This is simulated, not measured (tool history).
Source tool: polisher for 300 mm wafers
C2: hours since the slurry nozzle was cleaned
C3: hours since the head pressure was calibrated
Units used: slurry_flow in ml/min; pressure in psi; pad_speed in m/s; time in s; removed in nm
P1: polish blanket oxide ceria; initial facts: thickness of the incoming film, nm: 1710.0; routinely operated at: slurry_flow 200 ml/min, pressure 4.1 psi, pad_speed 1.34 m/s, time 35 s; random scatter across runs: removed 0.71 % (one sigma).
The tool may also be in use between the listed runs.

Run 1, hour 4.1: slurry_flow 200 ml/min, pressure 4.1 psi, pad_speed 1.34 m/s, time 35 s; wafers polished on this pad 708; C2 425.1; C3 825.1. Result: removed 279.93 nm.
Run 2, hour 9.3: slurry_flow 200 ml/min, pressure 4.1 psi, pad_speed 1.34 m/s, time 35 s; wafers polished on this pad 780; C2 430.3; C3 830.3. Result: removed 278.58 nm.
Run 3, hour 15.7: slurry_flow 200 ml/min, pressure 4.1 psi, pad_speed 1.84 m/s, time 35 s; wafers polished on this pad 869; C2 436.7; C3 836.7. Result: removed 383.20 nm.
Run 4, hour 19.9: slurry_flow 200 ml/min, pressure 4.1 psi, pad_speed 1.34 m/s, time 53 s; wafers polished on this pad 927; C2 440.9; C3 840.9. Result: removed 417.14 nm.
Run 5, hour 28.7: slurry_flow 200 ml/min, pressure 4.1 psi, pad_speed 1.34 m/s, time 25 s; wafers polished on this pad 1049; C2 449.7; C3 849.7. Result: removed 196.85 nm.
Run 6, hour 35.5: slurry_flow 310 ml/min, pressure 4.1 psi, pad_speed 1.80 m/s, time 35 s; wafers polished on this pad 1143; C2 456.5; C3 856.5. Result: removed 389.89 nm.
Run 7, hour 41.0: slurry_flow 120 ml/min, pressure 4.1 psi, pad_speed 1.34 m/s, time 35 s; wafers polished on this pad 1220; C2 462.0; C3 862.0. Result: removed 252.48 nm.
Run 8, hour 49.1: slurry_flow 200 ml/min, pressure 6.4 psi, pad_speed 1.34 m/s, time 35 s; wafers polished on this pad 1332; C2 470.1; C3 870.1. Result: removed 430.71 nm.
At hour 50.0: slurry nozzle cleaned.
Run 9, hour 58.1: slurry_flow 310 ml/min, pressure 4.1 psi, pad_speed 1.02 m/s, time 35 s; wafers polished on this pad 1456; C2 8.2; C3 879.1. Result: removed 222.74 nm.
Run 10, hour 65.1: slurry_flow 200 ml/min, pressure 4.1 psi, pad_speed 1.34 m/s, time 35 s; wafers polished on this pad 1553; C2 15.2; C3 886.1. Result: removed 278.13 nm.
Run 11, hour 70.9: slurry_flow 200 ml/min, pressure 4.1 psi, pad_speed 0.60 m/s, time 35 s; wafers polished on this pad 1634; C2 21.0; C3 891.9. Result: removed 123.64 nm.
Run 12, hour 80.2: slurry_flow 260 ml/min, pressure 4.1 psi, pad_speed 1.34 m/s, time 35 s; wafers polished on this pad 1763; C2 30.3; C3 901.2. Result: removed 286.57 nm.
Run 13, hour 87.3: slurry_flow 200 ml/min, pressure 1.8 psi, pad_speed 1.34 m/s, time 35 s; wafers polished on this pad 1861; C2 37.4; C3 908.3. Result: removed 119.95 nm.
Run 14, hour 94.0: slurry_flow 200 ml/min, pressure 4.1 psi, pad_speed 1.34 m/s, time 35 s; wafers polished on this pad 1954; C2 44.1; C3 915.0. Result: removed 277.95 nm.
Run 15, hour 103.4: slurry_flow 200 ml/min, pressure 4.1 psi, pad_speed 1.34 m/s, time 35 s; wafers polished on this pad 2084; C2 53.5; C3 924.4. Result: removed 276.94 nm.
Run 16, hour 112.6: slurry_flow 200 ml/min, pressure 4.1 psi, pad_speed 1.34 m/s, time 35 s; wafers polished on this pad 2211; C2 62.7; C3 933.6. Result: removed 263.59 nm.
Run 17, hour 118.1: slurry_flow 200 ml/min, pressure 4.1 psi, pad_speed 1.34 m/s, time 35 s; wafers polished on this pad 2288; C2 68.2; C3 939.1. Result: removed 263.62 nm.
Run 18, hour 127.3: slurry_flow 200 ml/min, pressure 4.1 psi, pad_speed 1.34 m/s, time 35 s; wafers polished on this pad 2415; C2 77.4; C3 948.3. Result: removed 258.76 nm.
At hour 127.9: worn pad replaced by a new one.
Run 19, hour 131.7: slurry_flow 200 ml/min, pressure 4.1 psi, pad_speed 1.34 m/s, time 35 s; wafers polished on this pad 53; C2 81.8; C3 952.7. Result: removed 259.70 nm.
Run 20, hour 136.5: slurry_flow 200 ml/min, pressure 4.1 psi, pad_speed 1.34 m/s, time 35 s; wafers polished on this pad 120; C2 86.6; C3 957.5. Result: removed 257.83 nm.
Run 21, hour 145.8: slurry_flow 200 ml/min, pressure 4.1 psi, pad_speed 1.34 m/s, time 35 s; wafers polished on this pad 248; C2 95.9; C3 966.8. Result: removed 258.68 nm.
Run 22, hour 150.5: slurry_flow 200 ml/min, pressure 4.1 psi, pad_speed 1.34 m/s, time 35 s; wafers polished on this pad 314; C2 100.6; C3 971.5. Result: removed 256.51 nm.

The log shows P1 creeping away from where it was. Any of the 2 causes listed here, at the size stated for it, fits the log just as well as the others:
A: head's pressure below its setpoint, % = 7.03
B: slurry flow missing at the pad, % = 35.9
Onset of the creep was near hour 103.4.
Every other cause this tool's parts could produce, and why it does not fit the log:
removal rate lost through wear of the pad, %: was serviced at hour 127.9, once the creep was under way, yet the earlier output never came back

Which of the 4 check runs listed below, each an average over 5 wafers with its results shown as question marks, gives clearly different results under the different listed causes?
Run check 1, hour 155.2: slurry_flow 200 ml/min, pressure 4.1 psi, pad_speed 0.64 m/s, time 35 s. Result: removed ?.
Run check 2, hour 155.2: slurry_flow 200 ml/min, pressure 4.1 psi, pad_speed 0.68 m/s, time 49 s. Result: removed ?.
Run check 3, hour 155.2: slurry_flow 140 ml/min, pressure 3.0 psi, pad_speed 1.34 m/s, time 35 s. Result: removed ?.
Run check 4, hour 155.2: slurry_flow 200 ml/min, pressure 1.9 psi, pad_speed 1.34 m/s, time 35 s. Result: removed ?.

How each check would come out, cause by cause:
  check   result    if A    if B
check 1  removed  122.90  122.92
check 2  removed  182.82  182.84
check 3  removed  178.05  173.17
check 4  removed  119.25  119.26
How far apart the two closest causes lie, in the result that separates them most: check 1 0.01 %; check 2 0.01 %; check 3 2.78 %; check 4 0.01 %
Check 3 is the one run that separates the causes; every other check would come out nearly the same whichever cause is at work.

With check 3 done, the readings were: removed 179.42 nm. Identify which of the listed causes applies.

It is A: head's pressure below its setpoint, %.
